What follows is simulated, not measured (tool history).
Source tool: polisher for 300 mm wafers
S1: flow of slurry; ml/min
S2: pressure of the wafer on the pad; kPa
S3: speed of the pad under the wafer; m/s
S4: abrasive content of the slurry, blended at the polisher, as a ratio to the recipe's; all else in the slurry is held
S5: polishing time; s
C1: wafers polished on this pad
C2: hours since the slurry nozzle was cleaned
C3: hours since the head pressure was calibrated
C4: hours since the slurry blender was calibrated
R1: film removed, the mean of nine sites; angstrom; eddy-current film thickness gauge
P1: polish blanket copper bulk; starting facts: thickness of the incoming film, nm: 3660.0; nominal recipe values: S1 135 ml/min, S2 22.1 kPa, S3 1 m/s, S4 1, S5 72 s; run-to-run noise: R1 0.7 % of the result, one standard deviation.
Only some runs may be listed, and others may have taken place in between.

run   hour   S1    S2    S3    S4  S5    C1     C2     C3     C4      R1
  1    9.7  135  22.1     1     1  72   885  320.3  263.8  111.8  8951.9
  2   21.5  135  22.1     1  0.55  72  1006  332.1  275.6  123.6  7870.6
  3   28.5  135  22.1     1     1  72  1078  339.1  282.6  130.6  8897.3
  4   42.4  180  22.1  0.72     1  72  1220    353  296.5  144.5  6829.1
  5     50  135  22.1     1     1  94  1298  360.6  304.1  152.1   11743
  6   62.3  135  22.1     1     1  72  1424  372.9  316.4  164.4  8990.5
  7     69  135  12.4     1     1  72  1492  379.6  323.1  171.1  5071.3
  8   76.2  175  22.1     1  1.25  72  1566  386.8  330.3  178.3  9725.5
  9   84.8  135  22.1  1.48     1  72  1654  395.4  338.9  186.9   13128
 10  100.3   80  22.1     1     1  72  1813  410.9  354.4  202.4  7880.2
 11  109.7  135  34.5     1     1  72  1909  420.3  363.8  211.8   13986
 12  118.1  135  22.1  0.52     1  72  1995  428.7  372.2  220.2  4666.3
 13  132.5  135  22.1     1  1.25  72  2142  443.1  386.6  234.6    9435
 14    145   85  22.1     1     1  98  2270  455.6  399.1  247.1   10921
 15  156.7  135  22.1     1     1  72  2390  467.3  410.8  258.8  8920.4
 16  166.6  135  22.1     1     1  34  2492  477.2  420.7  268.7  4258.2
 17  178.2  190  22.1     1     1  72  2610  488.8  432.3  280.3  9375.8
 18  188.6  135  22.1     1     1  72  2717  499.2  442.7  290.7  8999.3
 19  203.9  135  22.1     1     1  72  2874  514.5    458    306  8582.5
 20  213.3  135  22.1     1     1  72  2970  523.9  467.4  315.4  8480.3
 21  223.4  135  22.1     1     1  72  3073    534  477.5  325.5  8298.7
 22  236.2  135  22.1     1     1  72  3204  546.8  490.3  338.3  8256.2
 23  243.7  135  22.1     1     1  72  3281  554.3  497.8  345.8  8162.5
       252  -- slurry blender recalibrated
 24  254.7  135  22.1     1     1  72  3394  565.3  508.8    2.7    8056
 25  264.9  135  22.1     1     1  72  3498  575.5    519   12.9    8076
       270  -- worn pad replaced by a new one
 26  271.7  135  22.1     1     1  72    18  582.3  525.8   19.7  8117.7

Run 27 comes next. What will it give?
 27  285.3  135  22.1   1   1  72  157  595.9  539.4  33.3   ?

Run 27 yielded R1 8061.1 angstrom.
